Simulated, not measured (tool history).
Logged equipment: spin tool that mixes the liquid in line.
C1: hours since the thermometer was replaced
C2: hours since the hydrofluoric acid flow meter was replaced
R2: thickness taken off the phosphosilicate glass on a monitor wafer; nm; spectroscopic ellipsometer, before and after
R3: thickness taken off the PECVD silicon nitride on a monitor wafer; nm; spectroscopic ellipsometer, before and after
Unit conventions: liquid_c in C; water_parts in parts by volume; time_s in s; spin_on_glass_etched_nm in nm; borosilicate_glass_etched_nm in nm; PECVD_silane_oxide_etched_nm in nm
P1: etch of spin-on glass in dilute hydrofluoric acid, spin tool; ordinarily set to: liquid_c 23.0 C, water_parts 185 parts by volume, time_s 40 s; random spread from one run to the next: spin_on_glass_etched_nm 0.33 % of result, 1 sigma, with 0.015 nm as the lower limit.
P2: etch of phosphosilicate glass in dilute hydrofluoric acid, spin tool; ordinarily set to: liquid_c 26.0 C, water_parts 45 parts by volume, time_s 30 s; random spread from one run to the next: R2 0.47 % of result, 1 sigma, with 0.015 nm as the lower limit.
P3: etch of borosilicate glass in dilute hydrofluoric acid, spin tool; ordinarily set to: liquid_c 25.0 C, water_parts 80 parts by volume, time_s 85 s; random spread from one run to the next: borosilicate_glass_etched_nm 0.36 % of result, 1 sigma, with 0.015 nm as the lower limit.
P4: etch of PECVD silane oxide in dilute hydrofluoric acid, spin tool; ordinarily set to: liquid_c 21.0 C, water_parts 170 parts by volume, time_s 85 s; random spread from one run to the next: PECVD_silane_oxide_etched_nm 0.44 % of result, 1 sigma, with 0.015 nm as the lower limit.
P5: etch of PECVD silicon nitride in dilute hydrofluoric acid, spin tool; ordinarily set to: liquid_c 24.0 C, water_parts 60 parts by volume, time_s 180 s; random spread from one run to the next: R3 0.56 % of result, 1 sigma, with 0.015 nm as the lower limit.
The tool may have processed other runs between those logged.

{"run": 1, "hour": 7.1, "process": "P1", "liquid_c": 23.0, "water_parts": 185, "time_s": 40, "C1": 1034.8, "C2": 1016.9, "spin_on_glass_etched_nm": 12.514}
{"run": 2, "hour": 14.6, "process": "P2", "liquid_c": 26.0, "water_parts": 45, "time_s": 30, "C1": 1042.3, "C2": 1024.4, "R2": 113.95}
{"run": 3, "hour": 20.9, "process": "P1", "liquid_c": 23.0, "water_parts": 65, "time_s": 15, "C1": 1048.6, "C2": 1030.7, "spin_on_glass_etched_nm": 15.411}
{"run": 4, "hour": 32.0, "process": "P5", "liquid_c": 24.0, "water_parts": 60, "time_s": 180, "C1": 1059.7, "C2": 1041.8, "R3": 9.9403}
{"run": 5, "hour": 39.4, "process": "P3", "liquid_c": 25.0, "water_parts": 80, "time_s": 85, "C1": 1067.1, "C2": 1049.2, "borosilicate_glass_etched_nm": 35.663}
{"run": 6, "hour": 47.5, "process": "P4", "liquid_c": 21.0, "water_parts": 290, "time_s": 85, "C1": 1075.2, "C2": 1057.3, "PECVD_silane_oxide_etched_nm": 4.1034}
{"run": 7, "hour": 56.8, "process": "P4", "liquid_c": 21.0, "water_parts": 170, "time_s": 85, "C1": 1084.5, "C2": 1066.6, "PECVD_silane_oxide_etched_nm": 7.8922}
{"run": 8, "hour": 67.5, "process": "P5", "liquid_c": 24.0, "water_parts": 60, "time_s": 355, "C1": 1095.2, "C2": 1077.3, "R3": 19.256}
{"hour": 70.0, "done": "thermometer replaced"}
{"run": 9, "hour": 74.6, "process": "P3", "liquid_c": 25.0, "water_parts": 145, "time_s": 85, "C1": 4.6, "C2": 1084.4, "borosilicate_glass_etched_nm": 17.987}
{"run": 10, "hour": 82.2, "process": "P2", "liquid_c": 26.0, "water_parts": 25, "time_s": 30, "C1": 12.2, "C2": 1092.0, "R2": 212.57}
{"run": 11, "hour": 91.8, "process": "P2", "liquid_c": 33.5, "water_parts": 45, "time_s": 30, "C1": 21.8, "C2": 1101.6, "R2": 154.01}
{"run": 12, "hour": 99.0, "process": "P1", "liquid_c": 28.5, "water_parts": 185, "time_s": 40, "C1": 29.0, "C2": 1108.8, "spin_on_glass_etched_nm": 15.285}
{"run": 13, "hour": 110.9, "process": "P1", "liquid_c": 23.0, "water_parts": 185, "time_s": 65, "C1": 40.9, "C2": 1120.7, "spin_on_glass_etched_nm": 20.426}
{"run": 14, "hour": 122.1, "process": "P3", "liquid_c": 31.5, "water_parts": 80, "time_s": 85, "C1": 52.1, "C2": 1131.9, "borosilicate_glass_etched_nm": 45.401}
{"run": 15, "hour": 128.6, "process": "P1", "liquid_c": 26.5, "water_parts": 185, "time_s": 55, "C1": 58.6, "C2": 1138.4, "spin_on_glass_etched_nm": 19.641}
{"run": 16, "hour": 135.1, "process": "P4", "liquid_c": 29.0, "water_parts": 170, "time_s": 85, "C1": 65.1, "C2": 1144.9, "PECVD_silane_oxide_etched_nm": 10.682}
{"run": 17, "hour": 147.6, "process": "P3", "liquid_c": 25.0, "water_parts": 80, "time_s": 125, "C1": 77.6, "C2": 1157.4, "borosilicate_glass_etched_nm": 51.926}
{"run": 18, "hour": 156.9, "process": "P2", "liquid_c": 26.0, "water_parts": 45, "time_s": 30, "C1": 86.9, "C2": 1166.7, "R2": 114.52}
{"run": 19, "hour": 166.9, "process": "P2", "liquid_c": 26.0, "water_parts": 45, "time_s": 15, "C1": 96.9, "C2": 1176.7, "R2": 56.729}
{"run": 20, "hour": 175.1, "process": "P1", "liquid_c": 23.0, "water_parts": 185, "time_s": 40, "C1": 105.1, "C2": 1184.9, "spin_on_glass_etched_nm": 12.445}
{"run": 21, "hour": 183.4, "process": "P4", "liquid_c": 21.0, "water_parts": 170, "time_s": 155, "C1": 113.4, "C2": 1193.2, "PECVD_silane_oxide_etched_nm": 14.319}
{"run": 22, "hour": 194.7, "process": "P1", "liquid_c": 17.5, "water_parts": 185, "time_s": 40, "C1": 124.7, "C2": 1204.5, "spin_on_glass_etched_nm": 10.056}
{"run": 23, "hour": 206.6, "process": "P1", "liquid_c": 23.0, "water_parts": 185, "time_s": 40, "C1": 136.6, "C2": 1216.4, "spin_on_glass_etched_nm": 12.469}
{"run": 24, "hour": 215.5, "process": "P1", "liquid_c": 23.0, "water_parts": 185, "time_s": 20, "C1": 145.5, "C2": 1225.3, "spin_on_glass_etched_nm": 6.2342}
{"run": 25, "hour": 223.6, "process": "P1", "liquid_c": 23.0, "water_parts": 185, "time_s": 40, "C1": 153.6, "C2": 1233.4, "spin_on_glass_etched_nm": 12.559}
{"run": 26, "hour": 229.6, "process": "P3", "liquid_c": 25.0, "water_parts": 80, "time_s": 85, "C1": 159.6, "C2": 1239.4, "borosilicate_glass_etched_nm": 35.644}
{"run": 27, "hour": 238.5, "process": "P1", "liquid_c": 26.5, "water_parts": 110, "time_s": 40, "C1": 168.5, "C2": 1248.3, "spin_on_glass_etched_nm": 26.112}
{"run": 28, "hour": 251.0, "process": "P1", "liquid_c": 23.0, "water_parts": 110, "time_s": 40, "C1": 181.0, "C2": 1260.8, "spin_on_glass_etched_nm": 22.747}
{"run": 29, "hour": 258.0, "process": "P5", "liquid_c": 31.5, "water_parts": 60, "time_s": 180, "C1": 188.0, "C2": 1267.8, "R3": 15.758}
{"run": 30, "hour": 271.3, "process": "P1", "liquid_c": 23.0, "water_parts": 270, "time_s": 40, "C1": 201.3, "C2": 1281.1, "spin_on_glass_etched_nm": 7.8553}
{"run": 31, "hour": 277.7, "process": "P5", "liquid_c": 24.0, "water_parts": 95, "time_s": 180, "C1": 207.7, "C2": 1287.5, "R3": 6.2417}
{"run": 32, "hour": 285.0, "process": "P4", "liquid_c": 21.0, "water_parts": 170, "time_s": 85, "C1": 215.0, "C2": 1294.8, "PECVD_silane_oxide_etched_nm": 7.835}
{"run": 33, "hour": 295.9, "process": "P1", "liquid_c": 23.0, "water_parts": 185, "time_s": 40, "C1": 225.9, "C2": 1305.7, "spin_on_glass_etched_nm": 12.483}
{"run": 34, "hour": 304.1, "process": "P1", "liquid_c": 23.0, "water_parts": 185, "time_s": 40, "C1": 234.1, "C2": 1313.9, "spin_on_glass_etched_nm": 12.471}
{"run": 35, "hour": 314.9, "process": "P1", "liquid_c": 23.0, "water_parts": 185, "time_s": 40, "C1": 244.9, "C2": 1324.7, "spin_on_glass_etched_nm": 11.976}
{"run": 36, "hour": 322.3, "process": "P1", "liquid_c": 23.0, "water_parts": 185, "time_s": 40, "C1": 252.3, "C2": 1332.1, "spin_on_glass_etched_nm": 11.67}
{"run": 37, "hour": 328.9, "process": "P1", "liquid_c": 23.0, "water_parts": 185, "time_s": 40, "C1": 258.9, "C2": 1338.7, "spin_on_glass_etched_nm": 11.686}
{"run": 38, "hour": 341.2, "process": "P1", "liquid_c": 23.0, "water_parts": 185, "time_s": 40, "C1": 271.2, "C2": 1351.0, "spin_on_glass_etched_nm": 11.59}
{"run": 39, "hour": 353.2, "process": "P1", "liquid_c": 23.0, "water_parts": 185, "time_s": 40, "C1": 283.2, "C2": 1363.0, "spin_on_glass_etched_nm": 11.466}
{"run": 40, "hour": 364.7, "process": "P1", "liquid_c": 23.0, "water_parts": 185, "time_s": 40, "C1": 294.7, "C2": 1374.5, "spin_on_glass_etched_nm": 11.415}

Compared with where it was, what P1 gives has crept away. Each cause listed below fits the log as well as the rest, at the size given for it:
A: hydrofluoric acid flow below the setpoint (%) = 7.08
B: liquid colder than its thermometer reads (K) = 2.32
The gradual shift began around hour 304.1.

Question marks stand in for the results of the 4 check runs listed below, each run on one wafer. Under which run would the listed causes show clearly different results?
{"run": "check 1", "hour": 376.2, "process": "P5", "liquid_c": 31.5, "water_parts": 60, "time_s": 180, "R3": "?"}
{"run": "check 2", "hour": 376.2, "process": "P3", "liquid_c": 25.0, "water_parts": 130, "time_s": 85, "borosilicate_glass_etched_nm": "?"}
{"run": "check 3", "hour": 376.2, "process": "P4", "liquid_c": 26.0, "water_parts": 170, "time_s": 85, "PECVD_silane_oxide_etched_nm": "?"}
{"run": "check 4", "hour": 376.2, "process": "P2", "liquid_c": 33.0, "water_parts": 45, "time_s": 15, "R2": "?"}

Check results expected under each cause:
check=check_1 result=R3 if_A=14.8410 if_B=13.7670
check=check_2 result=borosilicate_glass_etched_nm if_A=18.755 if_B=18.665
check=check_3 result=PECVD_silane_oxide_etched_nm if_A=8.6888 if_B=8.7035
check=check_4 result=R2 if_A=69.472 if_B=68.712
Per-check spread between the two closest causes, in the result where they differ most: check 1 7.51 %; check 2 0.48 %; check 3 0.17 %; check 4 1.1 %
Check 1 distinguishes between the causes, while the remaining checks would return nearly the same result for all of them.

Then check 1 was run and gave: R3 14.8390 nm. Which cause is it?

It is A: hydrofluoric acid flow below the setpoint (%).
